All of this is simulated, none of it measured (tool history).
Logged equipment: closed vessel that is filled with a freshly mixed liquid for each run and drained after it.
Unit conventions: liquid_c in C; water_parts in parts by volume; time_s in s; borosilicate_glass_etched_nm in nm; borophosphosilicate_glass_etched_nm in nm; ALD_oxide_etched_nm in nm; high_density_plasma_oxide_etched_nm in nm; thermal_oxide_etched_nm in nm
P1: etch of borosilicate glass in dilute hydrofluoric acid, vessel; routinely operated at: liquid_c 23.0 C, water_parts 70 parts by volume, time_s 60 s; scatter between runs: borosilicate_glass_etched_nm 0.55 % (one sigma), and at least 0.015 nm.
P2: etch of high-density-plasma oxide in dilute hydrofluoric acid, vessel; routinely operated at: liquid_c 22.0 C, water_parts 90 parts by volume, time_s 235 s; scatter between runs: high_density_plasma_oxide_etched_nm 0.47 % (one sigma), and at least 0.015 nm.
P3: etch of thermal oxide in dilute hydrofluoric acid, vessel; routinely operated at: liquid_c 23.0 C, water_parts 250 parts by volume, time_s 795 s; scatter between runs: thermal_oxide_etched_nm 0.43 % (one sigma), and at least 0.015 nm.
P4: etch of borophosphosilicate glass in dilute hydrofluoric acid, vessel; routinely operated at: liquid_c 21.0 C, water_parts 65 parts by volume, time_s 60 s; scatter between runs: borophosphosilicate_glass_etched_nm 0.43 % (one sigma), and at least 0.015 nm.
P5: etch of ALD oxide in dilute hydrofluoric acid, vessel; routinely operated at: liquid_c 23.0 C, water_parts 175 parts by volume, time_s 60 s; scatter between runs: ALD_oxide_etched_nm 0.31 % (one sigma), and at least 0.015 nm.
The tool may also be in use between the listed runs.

| run | day | process | liquid_c | water_parts | time_s | borosilicate_glass_etched_nm | borophosphosilicate_glass_etched_nm | ALD_oxide_etched_nm | high_density_plasma_oxide_etched_nm | thermal_oxide_etched_nm |
|---|---|---|---|---|---|---|---|---|---|---|
| 1 | 0.171 | P1 | 23.0 | 70 | 60 | 31.295 |  |  |  |  |
| 2 | 0.346 | P1 | 23.0 | 20 | 60 | 116.820 |  |  |  |  |
| 3 | 0.500 | P1 | 23.0 | 70 | 110 | 56.598 |  |  |  |  |
| 4 | 0.633 | P1 | 23.0 | 125 | 90 | 24.171 |  |  |  |  |
|  | 0.671 | hydrofluoric acid flow meter replaced |
| 5 | 0.838 | P4 | 21.0 | 65 | 30 |  | 14.662 |  |  |  |
| 6 | 1.008 | P5 | 23.0 | 175 | 30 |  |  | 4.8312 |  |  |
| 7 | 1.171 | P2 | 22.0 | 90 | 430 |  |  |  | 25.6130 |  |
| 8 | 1.342 | P1 | 23.0 | 70 | 60 | 31.317 |  |  |  |  |
| 9 | 1.542 | P4 | 21.0 | 65 | 60 |  | 29.211 |  |  |  |
| 10 | 1.679 | P2 | 22.0 | 90 | 235 |  |  |  | 13.8400 |  |
| 11 | 1.850 | P1 | 23.0 | 70 | 60 | 31.186 |  |  |  |  |
| 12 | 2.021 | P2 | 22.0 | 150 | 235 |  |  |  | 7.7748 |  |
| 13 | 2.183 | P1 | 23.0 | 105 | 60 | 19.857 |  |  |  |  |
| 14 | 2.333 | P2 | 17.0 | 90 | 235 |  |  |  | 11.3330 |  |
| 15 | 2.462 | P3 | 23.0 | 250 | 795 |  |  |  |  | 12.5110 |
| 16 | 2.642 | P5 | 23.0 | 25 | 60 |  |  | 80.4150 |  |  |
| 17 | 2.817 | P1 | 23.0 | 70 | 30 | 15.625 |  |  |  |  |
| 18 | 2.975 | P1 | 23.0 | 70 | 60 | 30.994 |  |  |  |  |
| 19 | 3.117 | P1 | 26.0 | 45 | 60 | 56.105 |  |  |  |  |
| 20 | 3.354 | P1 | 30.5 | 70 | 60 | 42.122 |  |  |  |  |
| 21 | 3.496 | P5 | 17.0 | 175 | 60 |  |  | 7.5912 |  |  |
| 22 | 3.612 | P1 | 17.0 | 70 | 60 | 24.288 |  |  |  |  |
| 23 | 3.733 | P3 | 23.0 | 395 | 795 |  |  |  |  | 6.8951 |
| 24 | 3.904 | P2 | 22.0 | 90 | 235 |  |  |  | 13.9500 |  |
| 25 | 4.033 | P3 | 23.0 | 250 | 1565 |  |  |  |  | 24.5260 |
| 26 | 4.150 | P4 | 28.5 | 65 | 60 |  | 39.364 |  |  |  |
| 27 | 4.288 | P3 | 27.5 | 250 | 795 |  |  |  |  | 14.6370 |
| 28 | 4.500 | P5 | 23.0 | 175 | 60 |  |  | 9.6120 |  |  |
| 29 | 4.625 | P4 | 21.0 | 20 | 60 |  | 99.869 |  |  |  |
| 30 | 4.804 | P1 | 29.5 | 20 | 60 | 150.060 |  |  |  |  |

Run 31 comes next. What will it give?
| 31 | 5.038 | P1 | 23.0 | 70 | 60 | ? |  |  |  |  |

{"run 31": {"borosilicate_glass_etched_nm": 30.893}}

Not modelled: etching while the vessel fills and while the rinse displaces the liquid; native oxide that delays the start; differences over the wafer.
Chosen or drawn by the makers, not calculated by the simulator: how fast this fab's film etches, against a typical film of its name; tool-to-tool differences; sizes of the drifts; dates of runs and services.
